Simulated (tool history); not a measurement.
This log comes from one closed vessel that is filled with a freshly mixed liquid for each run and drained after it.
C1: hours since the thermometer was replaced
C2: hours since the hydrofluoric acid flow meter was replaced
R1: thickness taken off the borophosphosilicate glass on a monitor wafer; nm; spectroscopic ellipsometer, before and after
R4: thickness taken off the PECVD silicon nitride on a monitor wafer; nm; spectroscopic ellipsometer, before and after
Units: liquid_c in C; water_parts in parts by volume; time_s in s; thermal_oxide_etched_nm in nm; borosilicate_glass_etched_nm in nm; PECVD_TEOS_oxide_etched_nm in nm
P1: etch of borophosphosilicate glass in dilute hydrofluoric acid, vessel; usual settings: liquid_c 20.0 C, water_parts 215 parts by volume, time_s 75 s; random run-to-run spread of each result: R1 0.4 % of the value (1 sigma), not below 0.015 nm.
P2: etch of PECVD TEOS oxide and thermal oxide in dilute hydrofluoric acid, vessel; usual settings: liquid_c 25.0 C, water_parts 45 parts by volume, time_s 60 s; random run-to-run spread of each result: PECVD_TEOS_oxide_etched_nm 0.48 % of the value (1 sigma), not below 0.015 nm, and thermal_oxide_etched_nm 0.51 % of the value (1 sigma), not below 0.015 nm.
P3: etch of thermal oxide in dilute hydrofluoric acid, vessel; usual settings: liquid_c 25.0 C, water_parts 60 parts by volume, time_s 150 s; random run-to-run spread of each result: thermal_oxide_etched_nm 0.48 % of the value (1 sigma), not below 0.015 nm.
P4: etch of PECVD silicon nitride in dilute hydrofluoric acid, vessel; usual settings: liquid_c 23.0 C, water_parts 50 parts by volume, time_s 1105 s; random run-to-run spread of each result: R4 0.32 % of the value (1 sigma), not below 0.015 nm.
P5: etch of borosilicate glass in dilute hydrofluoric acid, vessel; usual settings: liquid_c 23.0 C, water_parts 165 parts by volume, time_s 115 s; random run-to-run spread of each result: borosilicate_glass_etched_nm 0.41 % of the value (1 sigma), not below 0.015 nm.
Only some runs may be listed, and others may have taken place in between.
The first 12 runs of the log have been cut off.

{"run": 13, "hour": 56.0, "process": "P4", "liquid_c": 23.0, "water_parts": 50, "time_s": 1105, "C1": 1506.3, "C2": 843.5, "R4": 56.907}
{"run": 14, "hour": 59.1, "process": "P5", "liquid_c": 23.0, "water_parts": 165, "time_s": 45, "C1": 1509.4, "C2": 846.6, "borosilicate_glass_etched_nm": 7.8649}
{"run": 15, "hour": 61.7, "process": "P1", "liquid_c": 20.0, "water_parts": 215, "time_s": 75, "C1": 1512.0, "C2": 849.2, "R1": 16.958}
{"run": 16, "hour": 66.7, "process": "P3", "liquid_c": 25.0, "water_parts": 60, "time_s": 150, "C1": 1517.0, "C2": 854.2, "thermal_oxide_etched_nm": 12.877}
{"run": 17, "hour": 72.0, "process": "P1", "liquid_c": 20.0, "water_parts": 215, "time_s": 75, "C1": 1522.3, "C2": 859.5, "R1": 16.69}
{"run": 18, "hour": 77.0, "process": "P1", "liquid_c": 20.0, "water_parts": 215, "time_s": 75, "C1": 1527.3, "C2": 864.5, "R1": 16.83}
{"run": 19, "hour": 79.4, "process": "P1", "liquid_c": 27.5, "water_parts": 290, "time_s": 75, "C1": 1529.7, "C2": 866.9, "R1": 15.23}
{"run": 20, "hour": 84.1, "process": "P1", "liquid_c": 20.0, "water_parts": 65, "time_s": 75, "C1": 1534.4, "C2": 871.6, "R1": 65.422}
{"run": 21, "hour": 87.0, "process": "P2", "liquid_c": 25.0, "water_parts": 20, "time_s": 60, "C1": 1537.3, "C2": 874.5, "thermal_oxide_etched_nm": 15.7, "PECVD_TEOS_oxide_etched_nm": 44.654}
{"run": 22, "hour": 92.2, "process": "P1", "liquid_c": 27.5, "water_parts": 390, "time_s": 75, "C1": 1542.5, "C2": 879.7, "R1": 10.189}
{"run": 23, "hour": 95.9, "process": "P2", "liquid_c": 25.0, "water_parts": 45, "time_s": 30, "C1": 1546.2, "C2": 883.4, "thermal_oxide_etched_nm": 3.3952, "PECVD_TEOS_oxide_etched_nm": 9.4801}
{"run": 24, "hour": 98.7, "process": "P3", "liquid_c": 25.0, "water_parts": 60, "time_s": 30, "C1": 1549.0, "C2": 886.2, "thermal_oxide_etched_nm": 2.5651}
{"run": 25, "hour": 102.4, "process": "P1", "liquid_c": 20.0, "water_parts": 215, "time_s": 30, "C1": 1552.7, "C2": 889.9, "R1": 6.7545}
{"run": 26, "hour": 106.4, "process": "P1", "liquid_c": 20.0, "water_parts": 380, "time_s": 35, "C1": 1556.7, "C2": 893.9, "R1": 3.8113}
{"run": 27, "hour": 109.4, "process": "P3", "liquid_c": 17.0, "water_parts": 60, "time_s": 150, "C1": 1559.7, "C2": 896.9, "thermal_oxide_etched_nm": 9.2961}

What does the tool deliver on the next run?
{"run": 28, "hour": 111.9, "process": "P2", "liquid_c": 32.0, "water_parts": 45, "time_s": 60, "C1": 1562.2, "C2": 899.4, "thermal_oxide_etched_nm": "?", "PECVD_TEOS_oxide_etched_nm": "?"}

For run 28 the tool returned thermal_oxide_etched_nm 8.9756 nm, PECVD_TEOS_oxide_etched_nm 25.1200 nm.

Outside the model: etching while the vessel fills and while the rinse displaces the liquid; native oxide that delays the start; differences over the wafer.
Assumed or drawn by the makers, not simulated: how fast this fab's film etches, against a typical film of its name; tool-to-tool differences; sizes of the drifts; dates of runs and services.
